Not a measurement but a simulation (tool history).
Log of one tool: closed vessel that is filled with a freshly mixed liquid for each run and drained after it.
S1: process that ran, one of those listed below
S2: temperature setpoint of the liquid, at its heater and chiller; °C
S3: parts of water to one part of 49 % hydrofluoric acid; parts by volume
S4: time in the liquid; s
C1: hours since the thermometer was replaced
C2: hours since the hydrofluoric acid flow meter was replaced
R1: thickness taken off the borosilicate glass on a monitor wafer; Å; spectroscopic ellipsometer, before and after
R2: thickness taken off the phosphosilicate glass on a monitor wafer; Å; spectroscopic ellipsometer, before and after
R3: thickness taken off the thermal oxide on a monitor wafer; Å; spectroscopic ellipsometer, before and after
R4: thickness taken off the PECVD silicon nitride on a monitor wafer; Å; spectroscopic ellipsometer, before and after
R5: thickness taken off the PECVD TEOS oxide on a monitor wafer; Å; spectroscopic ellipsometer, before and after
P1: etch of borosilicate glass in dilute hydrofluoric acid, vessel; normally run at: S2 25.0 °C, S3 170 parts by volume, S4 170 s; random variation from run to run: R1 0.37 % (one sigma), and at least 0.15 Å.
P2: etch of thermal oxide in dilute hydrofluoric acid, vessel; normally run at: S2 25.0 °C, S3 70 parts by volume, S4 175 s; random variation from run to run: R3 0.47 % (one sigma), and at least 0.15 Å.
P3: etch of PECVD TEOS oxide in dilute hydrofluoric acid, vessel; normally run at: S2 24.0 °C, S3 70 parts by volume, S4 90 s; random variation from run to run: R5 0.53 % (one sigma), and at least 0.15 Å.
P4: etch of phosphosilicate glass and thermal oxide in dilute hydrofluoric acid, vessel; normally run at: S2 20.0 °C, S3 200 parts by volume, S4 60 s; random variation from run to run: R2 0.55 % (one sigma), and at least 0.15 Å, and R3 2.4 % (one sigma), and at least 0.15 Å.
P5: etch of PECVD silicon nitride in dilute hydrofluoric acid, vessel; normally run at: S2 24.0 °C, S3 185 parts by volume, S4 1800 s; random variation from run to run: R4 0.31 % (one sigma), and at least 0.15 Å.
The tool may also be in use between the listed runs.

run    day  S1    S2   S3    S4     C1      C2        R1      R2        R3      R4       R5
  1  0.183  P1  25.0  170   170  525.7  1802.3   236.310
  2  0.362  P4  20.0  200   110  530.0  1806.6            475.02   20.3240
  3  0.588  P1  25.0  170   325  535.4  1812.0   448.200
  4  0.817  P1  25.0  170   170  540.9  1817.5   236.350
     0.875  -- thermometer replaced
  5  0.996  P1  18.0  170   170    2.9  1821.8   179.510
  6  1.208  P2  25.0  120   175    8.0  1826.9                     71.0140
  7  1.429  P5  17.0  185  1800   13.3  1832.2                              115.43
  8  1.671  P1  30.0  170   170   19.1  1838.0   283.080
  9  1.908  P2  25.0   70   175   24.8  1843.7                    128.5500
 10  2.112  P2  18.0   70   175   29.7  1848.6                     95.7220
 11  2.279  P5  24.0  185  1800   33.7  1852.6                              181.94
 12  2.496  P3  24.0   70    90   38.9  1857.8                                       379.97
 13  2.621  P4  20.0  200    60   41.9  1860.8            259.75   10.8810
 14  2.879  P2  25.0   70    75   48.1  1867.0                     54.7410
 15  3.029  P1  31.0  170    50   51.7  1870.6    85.627
 16  3.254  P5  24.0  185  1800   57.1  1876.0                              183.60
 17  3.521  P1  25.0  300   305   63.5  1882.4   209.350
 18  3.704  P2  25.0   70   175   67.9  1886.8                    128.3500
 19  3.950  P1  25.0  170   170   73.8  1892.7   236.570
 20  4.079  P4  20.0  350    60   76.9  1895.8            128.89    5.6002
 21  4.254  P1  25.0  170   170   81.1  1900.0   236.330
 22  4.517  P3  24.0   70    30   87.4  1906.3                                       127.46
 23  4.650  P1  25.0  170   170   90.6  1909.5   236.240
 24  4.875  P5  24.0  185  2825   96.0  1914.9                              286.68
 25  5.092  P1  25.0  260   170  101.2  1920.1   140.450
 26  5.221  P1  25.0  270   295  104.3  1923.2   229.590
 27  5.450  P1  25.0   45   170  109.8  1928.7  1042.700
 28  5.588  P3  17.5   70    90  113.1  1932.0                                       287.06
 29  5.762  P5  24.0  320  1800  117.3  1936.2                              106.42
 30  6.033  P1  25.0  170    50  123.8  1942.7    69.499
 31  6.271  P3  24.0   20    90  129.5  1948.4                                      1421.00
 32  6.462  P1  25.0  170   170  134.1  1953.0   235.990
 33  6.688  P4  17.0  200    60  139.5  1958.4            229.80   10.1450
 34  6.942  P3  24.0   70    90  145.6  1964.5                                       380.01
 35  7.154  P1  25.0  170   170  150.7  1969.6   235.690
 36  7.383  P1  25.0  170   170  156.2  1975.1   229.450
 37  7.575  P1  25.0  170   170  160.8  1979.7   226.720
 38  7.796  P1  25.0  170   170  166.1  1985.0   226.910
 39  7.983  P1  25.0  170   170  170.6  1989.5   222.680
 40  8.250  P1  25.0  170   170  177.0  1995.9   224.110

Forecast run 41:
 41  8.504  P1  25.0  170  170  183.1  2002.0   ?

R1: 224.820 Å
